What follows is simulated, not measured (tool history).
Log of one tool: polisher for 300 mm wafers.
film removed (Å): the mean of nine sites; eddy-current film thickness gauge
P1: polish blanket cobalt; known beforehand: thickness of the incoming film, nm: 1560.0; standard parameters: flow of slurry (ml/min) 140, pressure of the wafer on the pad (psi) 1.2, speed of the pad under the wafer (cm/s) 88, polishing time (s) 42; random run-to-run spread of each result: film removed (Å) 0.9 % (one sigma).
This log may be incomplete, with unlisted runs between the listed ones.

run,hour,flow of slurry (ml/min),pressure of the wafer on the pad (psi),speed of the pad under the wafer (cm/s),polishing time (s),film removed (Å)
1,11.2,140,1.2,88,42,1304.80
2,23.4,140,1.2,88,42,1294.40
# hour 29.0: head pressure recalibrated
# hour 29.3: worn pad replaced by a new one
3,34.2,140,1.2,88,42,1287.70
4,44.8,140,0.6,88,42,649.50
5,58.5,140,1.2,88,67,2017.10
6,71.8,210,1.2,88,42,1384.20
7,80.7,140,1.2,88,42,1280.40
8,97.6,140,1.2,130,20,912.19
9,108.3,140,1.2,88,42,1283.30
10,120.0,140,1.2,88,30,917.13
11,130.4,85,1.2,40,42,512.90
12,139.1,140,1.2,42,42,614.06

What does the tool deliver on the next run?
13,154.5,85,1.2,88,42,?

film removed (Å): 1139.80
